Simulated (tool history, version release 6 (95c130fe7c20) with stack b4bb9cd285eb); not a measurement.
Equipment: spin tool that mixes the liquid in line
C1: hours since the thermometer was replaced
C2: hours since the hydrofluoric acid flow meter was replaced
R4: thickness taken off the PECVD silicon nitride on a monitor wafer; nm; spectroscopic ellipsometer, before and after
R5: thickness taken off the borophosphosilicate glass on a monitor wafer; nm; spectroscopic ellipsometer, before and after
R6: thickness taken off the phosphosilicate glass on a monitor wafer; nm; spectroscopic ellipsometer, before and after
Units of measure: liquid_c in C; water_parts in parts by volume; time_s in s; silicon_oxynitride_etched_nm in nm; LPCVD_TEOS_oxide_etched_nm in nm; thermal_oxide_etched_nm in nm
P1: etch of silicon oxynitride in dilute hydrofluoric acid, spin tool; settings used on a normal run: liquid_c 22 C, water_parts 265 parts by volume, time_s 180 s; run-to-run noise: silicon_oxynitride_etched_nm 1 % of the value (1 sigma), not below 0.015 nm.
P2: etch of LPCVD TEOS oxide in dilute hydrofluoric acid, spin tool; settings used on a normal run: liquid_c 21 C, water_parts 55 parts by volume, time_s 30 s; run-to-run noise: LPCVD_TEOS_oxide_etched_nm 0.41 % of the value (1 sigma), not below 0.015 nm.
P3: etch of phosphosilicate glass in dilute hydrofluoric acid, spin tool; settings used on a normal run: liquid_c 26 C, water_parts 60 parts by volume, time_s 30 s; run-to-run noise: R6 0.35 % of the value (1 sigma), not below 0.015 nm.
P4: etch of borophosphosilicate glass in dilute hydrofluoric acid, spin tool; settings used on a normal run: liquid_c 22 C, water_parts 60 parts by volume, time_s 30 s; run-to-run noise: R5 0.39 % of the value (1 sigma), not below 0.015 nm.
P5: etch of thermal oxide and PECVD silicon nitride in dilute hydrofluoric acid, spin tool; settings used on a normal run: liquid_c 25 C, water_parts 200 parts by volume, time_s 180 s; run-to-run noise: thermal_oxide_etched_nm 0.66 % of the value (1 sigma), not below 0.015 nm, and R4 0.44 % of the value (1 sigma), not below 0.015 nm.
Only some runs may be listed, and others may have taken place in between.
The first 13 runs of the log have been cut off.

run 14 hour=189 | process=P1 liquid_c=22 water_parts=110 time_s=180 | C1=674.5 C2=514.8 | silicon_oxynitride_etched_nm=5.6258
run 15 hour=205.8 | process=P1 liquid_c=22 water_parts=265 time_s=180 | C1=691.3 C2=531.6 | silicon_oxynitride_etched_nm=2.1067
run 16 hour=222 | process=P4 liquid_c=22 water_parts=60 time_s=30 | C1=707.5 C2=547.8 | R5=17.421
run 17 hour=229.9 | process=P4 liquid_c=22 water_parts=60 time_s=15 | C1=715.4 C2=555.7 | R5=8.7333
run 18 hour=245.1 | process=P3 liquid_c=26 water_parts=60 time_s=30 | C1=730.6 C2=570.9 | R6=77.649
run 19 hour=254.9 | process=P5 liquid_c=25 water_parts=200 time_s=40 | C1=740.4 C2=580.7 | thermal_oxide_etched_nm=0.8461 R4=1.199
run 20 hour=262.5 | process=P4 liquid_c=22 water_parts=100 time_s=30 | C1=748 C2=588.3 | R5=10.01
run 21 hour=274.4 | process=P2 liquid_c=21 water_parts=55 time_s=30 | C1=759.9 C2=600.2 | LPCVD_TEOS_oxide_etched_nm=19.491
run 22 hour=291.8 | process=P3 liquid_c=32.5 water_parts=60 time_s=30 | C1=777.3 C2=617.6 | R6=100.19
run 23 hour=301.4 | process=P1 liquid_c=22 water_parts=265 time_s=180 | C1=786.9 C2=627.2 | silicon_oxynitride_etched_nm=2.1025
run 24 hour=311.3 | process=P1 liquid_c=22 water_parts=265 time_s=65 | C1=796.8 C2=637.1 | silicon_oxynitride_etched_nm=0.75406
run 25 hour=321.8 | process=P1 liquid_c=22 water_parts=265 time_s=180 | C1=807.3 C2=647.6 | silicon_oxynitride_etched_nm=2.0695
run 26 hour=337.2 | process=P1 liquid_c=22 water_parts=425 time_s=180 | C1=822.7 C2=663 | silicon_oxynitride_etched_nm=1.1743
run 27 hour=352.6 | process=P3 liquid_c=26 water_parts=100 time_s=30 | C1=838.1 C2=678.4 | R6=44.041
run 28 hour=362.2 | process=P2 liquid_c=27 water_parts=55 time_s=30 | C1=847.7 C2=688 | LPCVD_TEOS_oxide_etched_nm=24.95
run 29 hour=373 | process=P1 liquid_c=22 water_parts=265 time_s=180 | C1=858.5 C2=698.8 | silicon_oxynitride_etched_nm=2.0296
run 30 hour=388.5 | process=P2 liquid_c=21 water_parts=20 time_s=30 | C1=874 C2=714.3 | LPCVD_TEOS_oxide_etched_nm=56.138
run 31 hour=399.4 | process=P1 liquid_c=22 water_parts=265 time_s=180 | C1=884.9 C2=725.2 | silicon_oxynitride_etched_nm=2.0979
run 32 hour=409.2 | process=P1 liquid_c=22 water_parts=265 time_s=180 | C1=894.7 C2=735 | silicon_oxynitride_etched_nm=2.1648

Forecast run 33:
run 33 hour=417.3 | process=P1 liquid_c=22 water_parts=265 time_s=180 | C1=902.8 C2=743.1 | silicon_oxynitride_etched_nm=?

{"run 33": {"silicon_oxynitride_etched_nm": 2.2284}}
